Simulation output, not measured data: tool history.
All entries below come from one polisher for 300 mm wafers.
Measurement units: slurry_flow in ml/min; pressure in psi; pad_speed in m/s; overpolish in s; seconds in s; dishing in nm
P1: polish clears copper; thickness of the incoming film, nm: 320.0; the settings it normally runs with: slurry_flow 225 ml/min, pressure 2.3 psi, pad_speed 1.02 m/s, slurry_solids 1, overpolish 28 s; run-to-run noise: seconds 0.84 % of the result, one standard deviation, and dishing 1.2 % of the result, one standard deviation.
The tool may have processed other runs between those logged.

run	day	slurry_flow	pressure	pad_speed	slurry_solids	overpolish	wafers polished on this pad	hours since the slurry nozzle was cleaned	hours since the head pressure was calibrated	hours since the slurry blender was calibrated	seconds	dishing
1	0.308	225	2.3	1.02	1	28	1187	450.9	860.4	55	125.78	28.26
2	0.621	225	2.3	1.02	1	8	1249	458.4	867.9	62.5	127.83	12.638
3	1.042	225	2.3	1.42	1	28	1333	468.5	878	72.6	90.654	31.839
4	1.388	225	2.3	1.02	1	28	1402	476.8	886.3	80.9	127.41	27.864
5	1.829	225	1.3	1.02	1	28	1490	487.4	896.9	91.5	225.52	20.249
6	2.096	135	3.1	1.02	1	28	1543	493.8	903.3	97.9	102.77	30.979
7	2.429	225	2.3	1.26	1	8	1610	501.8	911.3	105.9	102.87	15.162
8	2.821	225	2.3	1.02	1	56	1688	511.2	920.7	115.3	126.32	34.012
9	3.112	225	2.3	1.02	0.6	28	1746	518.2	927.7	122.3	140.16	26.825
10	3.425	290	2.3	1.02	1	28	1808	525.7	935.2	129.8	123.26	28.636
11	3.717	225	2.3	1.02	1	28	1866	532.7	942.2	136.8	127.29	28.253
12	4.083	225	2.3	0.66	1	28	1940	541.5	951	145.6	197.8	22.998
13	4.421	135	2.3	1.02	1	28	2007	549.6	959.1	153.7	138.09	26.66
14	4.867	225	2.3	1.02	1	28	2096	560.3	969.8	164.4	127.81	28.598
15	5.258	225	2.3	1.34	0.55	28	2174	569.7	979.2	173.8	109.07	29.647
16	5.596	225	2.3	1.02	1	28	2241	577.8	987.3	181.9	127.71	27.969
17	5.858	225	3.5	1.02	1	28	2294	584.1	993.6	188.2	84.281	33.191
18	6.25	225	2.3	1.02	1	28	2372	593.5	1003	197.6	128.26	28.135
19	6.546	225	2.3	1.02	1.3	28	2431	600.6	1010.1	204.7	121.43	29.026
20	6.971	225	2.3	1.02	1	28	2516	610.8	1020.3	214.9	128.16	28.156
21	7.425	225	2.3	1.02	1	28	2606	621.7	1031.2	225.8	132.37	27.793
22	7.662	225	2.3	1.02	1	28	2654	627.4	1036.9	231.5	130.36	28.265
23	7.933	225	2.3	1.02	1	28	2708	633.9	1043.4	238	135.75	28.081
# day 8.125: worn pad replaced by a new one
24	8.221	225	2.3	1.02	1	28	19	640.8	1050.3	244.9	133.73	27.029
# day 8.225: head pressure recalibrated
25	8.629	225	2.3	1.02	1	28	101	650.6	9.8	254.7	134.86	27.224
26	8.979	225	2.3	1.02	1	28	170	659	18.2	263.1	137.89	27.652
27	9.258	225	2.3	1.02	1	28	226	665.7	24.9	269.8	137.99	27.904

P1 has crept away from where it was. The log is fitted equally well by each of these 2 causes, at the sizes shown:
A: slurry flow missing at the pad, % = 37.7
B: abrasive missing from the slurry, % = 28.5
The drift started at roughly day 6.971.
What rules out each remaining cause:
removal rate lost through wear of the pad, %: serviced at day 8.125, after the change had begun; the process did not return to its earlier output
head's pressure below its setpoint, %: serviced at day 8.225, after the change had begun; the process did not return to its earlier output

Which of the 4 check runs listed below, each an average over 3 wafers with its results shown as question marks, gives clearly different results under the different listed causes?
check 1	9.538	225	2.3	1.26	1	28					?	?
check 2	9.538	225	2.3	1.02	1	10					?	?
check 3	9.538	225	2.3	1.3	1	28					?	?
check 4	9.538	135	2.3	1.02	1	28					?	?

How each check would come out, cause by cause:
check	result	if A	if B
check 1	seconds	110.84	110.86
check 1	dishing	29.772	29.77
check 2	seconds	136.92	136.95
check 2	dishing	14.53	14.528
check 3	seconds	107.43	107.45
check 3	dishing	30.096	30.094
check 4	seconds	154.23	147.95
check 4	dishing	25.92	26.438
Smallest distance between any two causes, each pair judged by its most separating result, in per cent: check 1 0.02 %; check 2 0.02 %; check 3 0.02 %; check 4 4.15 %
Of the check runs offered, only check 4 discriminates between the causes; the rest would read about the same regardless of which cause applies.

Here is what check 4 returned: seconds 153.58 s; dishing 26.196 nm. Which cause is it?

It is A: slurry flow missing at the pad, %.

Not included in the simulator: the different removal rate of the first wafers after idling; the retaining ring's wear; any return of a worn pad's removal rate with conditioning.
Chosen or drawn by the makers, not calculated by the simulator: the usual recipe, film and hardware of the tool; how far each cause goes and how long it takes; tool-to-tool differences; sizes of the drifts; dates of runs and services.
